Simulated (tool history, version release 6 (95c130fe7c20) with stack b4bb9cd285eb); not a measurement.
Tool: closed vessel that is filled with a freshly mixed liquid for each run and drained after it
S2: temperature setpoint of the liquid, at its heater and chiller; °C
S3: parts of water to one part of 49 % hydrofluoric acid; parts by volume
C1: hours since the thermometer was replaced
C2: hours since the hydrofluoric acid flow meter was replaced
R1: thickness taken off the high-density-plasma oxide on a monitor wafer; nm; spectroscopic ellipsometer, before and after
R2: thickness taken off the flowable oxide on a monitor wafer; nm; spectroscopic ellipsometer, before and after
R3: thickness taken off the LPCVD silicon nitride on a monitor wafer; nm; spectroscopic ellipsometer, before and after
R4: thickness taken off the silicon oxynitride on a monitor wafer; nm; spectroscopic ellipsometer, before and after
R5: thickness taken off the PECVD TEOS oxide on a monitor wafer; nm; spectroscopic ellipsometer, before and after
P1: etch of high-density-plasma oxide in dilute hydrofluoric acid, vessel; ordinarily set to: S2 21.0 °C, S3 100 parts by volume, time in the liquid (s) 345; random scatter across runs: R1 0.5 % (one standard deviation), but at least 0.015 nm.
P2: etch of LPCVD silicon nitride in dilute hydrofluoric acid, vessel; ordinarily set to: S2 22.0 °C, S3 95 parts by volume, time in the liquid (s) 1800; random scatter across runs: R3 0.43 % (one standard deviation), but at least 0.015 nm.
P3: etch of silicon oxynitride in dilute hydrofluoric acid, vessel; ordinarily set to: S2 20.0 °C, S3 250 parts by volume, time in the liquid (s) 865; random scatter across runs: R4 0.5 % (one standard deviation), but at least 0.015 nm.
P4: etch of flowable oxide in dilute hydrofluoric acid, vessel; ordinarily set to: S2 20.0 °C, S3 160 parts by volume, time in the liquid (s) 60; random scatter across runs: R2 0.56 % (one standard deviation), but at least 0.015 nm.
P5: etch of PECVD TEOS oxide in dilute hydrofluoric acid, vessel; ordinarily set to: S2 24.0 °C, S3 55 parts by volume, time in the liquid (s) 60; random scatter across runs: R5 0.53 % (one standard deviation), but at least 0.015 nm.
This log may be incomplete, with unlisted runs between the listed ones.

{"run": 1, "hour": 4.2, "process that ran": "P1", "S2": 21.0, "S3": 100, "time in the liquid (s)": 345, "C1": 594.1, "C2": 305.0, "R1": 15.641}
{"run": 2, "hour": 8.9, "process that ran": "P4", "S2": 20.0, "S3": 160, "time in the liquid (s)": 60, "C1": 598.8, "C2": 309.7, "R2": 8.0491}
{"hour": 13.1, "done": "thermometer replaced"}
{"run": 3, "hour": 13.8, "process that ran": "P2", "S2": 22.0, "S3": 165, "time in the liquid (s)": 1800, "C1": 0.8, "C2": 314.6, "R3": 5.0469}
{"run": 4, "hour": 17.1, "process that ran": "P1", "S2": 21.0, "S3": 100, "time in the liquid (s)": 345, "C1": 4.1, "C2": 317.9, "R1": 15.596}
{"run": 5, "hour": 20.6, "process that ran": "P1", "S2": 21.0, "S3": 100, "time in the liquid (s)": 345, "C1": 7.6, "C2": 321.4, "R1": 15.622}
{"run": 6, "hour": 23.0, "process that ran": "P1", "S2": 21.0, "S3": 180, "time in the liquid (s)": 345, "C1": 10.0, "C2": 323.8, "R1": 7.9304}
{"run": 7, "hour": 26.3, "process that ran": "P3", "S2": 20.0, "S3": 250, "time in the liquid (s)": 1315, "C1": 13.3, "C2": 327.1, "R4": 7.6913}
{"run": 8, "hour": 31.0, "process that ran": "P1", "S2": 21.0, "S3": 20, "time in the liquid (s)": 345, "C1": 18.0, "C2": 331.8, "R1": 85.638}
{"run": 9, "hour": 33.4, "process that ran": "P2", "S2": 26.0, "S3": 95, "time in the liquid (s)": 1800, "C1": 20.4, "C2": 334.2, "R3": 11.445}
{"run": 10, "hour": 37.2, "process that ran": "P4", "S2": 24.0, "S3": 160, "time in the liquid (s)": 60, "C1": 24.2, "C2": 338.0, "R2": 9.4623}
{"run": 11, "hour": 39.5, "process that ran": "P4", "S2": 20.0, "S3": 160, "time in the liquid (s)": 30, "C1": 26.5, "C2": 340.3, "R2": 4.0087}
{"run": 12, "hour": 43.8, "process that ran": "P1", "S2": 21.0, "S3": 100, "time in the liquid (s)": 345, "C1": 30.8, "C2": 344.6, "R1": 15.596}
{"run": 13, "hour": 46.3, "process that ran": "P1", "S2": 21.0, "S3": 100, "time in the liquid (s)": 670, "C1": 33.3, "C2": 347.1, "R1": 30.277}
{"run": 14, "hour": 48.9, "process that ran": "P1", "S2": 21.0, "S3": 100, "time in the liquid (s)": 345, "C1": 35.9, "C2": 349.7, "R1": 15.46}
{"run": 15, "hour": 52.2, "process that ran": "P1", "S2": 21.0, "S3": 100, "time in the liquid (s)": 195, "C1": 39.2, "C2": 353.0, "R1": 8.7688}
{"run": 16, "hour": 55.6, "process that ran": "P2", "S2": 22.0, "S3": 95, "time in the liquid (s)": 2610, "C1": 42.6, "C2": 356.4, "R3": 12.579}
{"run": 17, "hour": 58.6, "process that ran": "P3", "S2": 17.0, "S3": 250, "time in the liquid (s)": 865, "C1": 45.6, "C2": 359.4, "R4": 4.4476}
{"run": 18, "hour": 62.1, "process that ran": "P3", "S2": 20.0, "S3": 55, "time in the liquid (s)": 865, "C1": 49.1, "C2": 362.9, "R4": 26.729}
{"run": 19, "hour": 65.3, "process that ran": "P1", "S2": 21.0, "S3": 100, "time in the liquid (s)": 345, "C1": 52.3, "C2": 366.1, "R1": 15.683}
{"run": 20, "hour": 69.2, "process that ran": "P2", "S2": 22.0, "S3": 95, "time in the liquid (s)": 1800, "C1": 56.2, "C2": 370.0, "R3": 8.7846}
{"run": 21, "hour": 72.6, "process that ran": "P2", "S2": 22.0, "S3": 95, "time in the liquid (s)": 1800, "C1": 59.6, "C2": 373.4, "R3": 8.7365}
{"run": 22, "hour": 77.3, "process that ran": "P1", "S2": 28.5, "S3": 100, "time in the liquid (s)": 345, "C1": 64.3, "C2": 378.1, "R1": 20.84}
{"run": 23, "hour": 80.0, "process that ran": "P1", "S2": 17.0, "S3": 100, "time in the liquid (s)": 345, "C1": 67.0, "C2": 380.8, "R1": 13.255}
{"run": 24, "hour": 83.9, "process that ran": "P1", "S2": 17.0, "S3": 175, "time in the liquid (s)": 345, "C1": 70.9, "C2": 384.7, "R1": 6.9817}
{"run": 25, "hour": 87.3, "process that ran": "P3", "S2": 20.0, "S3": 250, "time in the liquid (s)": 865, "C1": 74.3, "C2": 388.1, "R4": 5.0444}
{"run": 26, "hour": 91.3, "process that ran": "P5", "S2": 24.0, "S3": 55, "time in the liquid (s)": 30, "C1": 78.3, "C2": 392.1, "R5": 8.9379}
{"run": 27, "hour": 94.2, "process that ran": "P5", "S2": 28.0, "S3": 55, "time in the liquid (s)": 60, "C1": 81.2, "C2": 395.0, "R5": 21.208}
{"run": 28, "hour": 97.3, "process that ran": "P5", "S2": 24.0, "S3": 55, "time in the liquid (s)": 60, "C1": 84.3, "C2": 398.1, "R5": 17.897}
{"run": 29, "hour": 102.2, "process that ran": "P4", "S2": 20.0, "S3": 270, "time in the liquid (s)": 60, "C1": 89.2, "C2": 403.0, "R2": 4.3298}
{"run": 30, "hour": 106.0, "process that ran": "P4", "S2": 20.0, "S3": 160, "time in the liquid (s)": 60, "C1": 93.0, "C2": 406.8, "R2": 8.0688}
{"run": 31, "hour": 109.6, "process that ran": "P5", "S2": 24.0, "S3": 55, "time in the liquid (s)": 60, "C1": 96.6, "C2": 410.4, "R5": 17.907}
{"run": 32, "hour": 111.9, "process that ran": "P1", "S2": 21.0, "S3": 100, "time in the liquid (s)": 345, "C1": 98.9, "C2": 412.7, "R1": 15.448}
{"run": 33, "hour": 116.4, "process that ran": "P3", "S2": 20.0, "S3": 250, "time in the liquid (s)": 865, "C1": 103.4, "C2": 417.2, "R4": 5.1026}
{"run": 34, "hour": 119.2, "process that ran": "P5", "S2": 24.0, "S3": 25, "time in the liquid (s)": 60, "C1": 106.2, "C2": 420.0, "R5": 41.226}
{"run": 35, "hour": 122.2, "process that ran": "P1", "S2": 21.0, "S3": 100, "time in the liquid (s)": 345, "C1": 109.2, "C2": 423.0, "R1": 15.55}
{"run": 36, "hour": 124.7, "process that ran": "P1", "S2": 21.0, "S3": 100, "time in the liquid (s)": 345, "C1": 111.7, "C2": 425.5, "R1": 16.105}
{"run": 37, "hour": 129.4, "process that ran": "P1", "S2": 21.0, "S3": 100, "time in the liquid (s)": 345, "C1": 116.4, "C2": 430.2, "R1": 16.797}
{"run": 38, "hour": 132.0, "process that ran": "P1", "S2": 21.0, "S3": 100, "time in the liquid (s)": 345, "C1": 119.0, "C2": 432.8, "R1": 16.844}
{"run": 39, "hour": 134.9, "process that ran": "P1", "S2": 21.0, "S3": 100, "time in the liquid (s)": 345, "C1": 121.9, "C2": 435.7, "R1": 17.054}
{"run": 40, "hour": 138.9, "process that ran": "P1", "S2": 21.0, "S3": 100, "time in the liquid (s)": 345, "C1": 125.9, "C2": 439.7, "R1": 17.109}
{"run": 41, "hour": 143.8, "process that ran": "P1", "S2": 21.0, "S3": 100, "time in the liquid (s)": 345, "C1": 130.8, "C2": 444.6, "R1": 17.317}

What P1 gives has crept off from where it sat before. The 2 causes that follow fit the log equally well, each at the size noted:
A: hydrofluoric acid flow above the setpoint (%) = 9.19
B: liquid hotter than its thermometer reads (K) = 2.43
The onset of the drift is placed at about hour 122.2.

Each of the 4 check runs below uses one wafer; its results are left as question marks. Which run tells the causes apart?
{"run": "check 1", "hour": 148.7, "process that ran": "P3", "S2": 20.0, "S3": 250, "time in the liquid (s)": 865, "R4": "?"}
{"run": "check 2", "hour": 148.7, "process that ran": "P5", "S2": 24.0, "S3": 55, "time in the liquid (s)": 60, "R5": "?"}
{"run": "check 3", "hour": 148.7, "process that ran": "P4", "S2": 20.0, "S3": 160, "time in the liquid (s)": 60, "R2": "?"}
{"run": "check 4", "hour": 148.7, "process that ran": "P2", "S2": 22.0, "S3": 95, "time in the liquid (s)": 1800, "R3": "?"}

How each check would come out, cause by cause:
check=check_1 result=R4 if_A=5.6611 if_B=5.7043
check=check_2 result=R5 if_A=19.7060 if_B=19.7970
check=check_3 result=R2 if_A=8.9139 if_B=8.8519
check=check_4 result=R3 if_A=9.5125 if_B=10.2560
Smallest distance between any two causes, each pair judged by its most separating result, in per cent: check 1 0.76 %; check 2 0.46 %; check 3 0.7 %; check 4 7.52 %
The causes can be told apart only by check 4. The other checks would give nearly the same results under each of them.

Running check 4 produced the following: R3 10.2560 nm. Which one of the listed causes fits?

The correct cause is B, namely: liquid hotter than its thermometer reads (K).
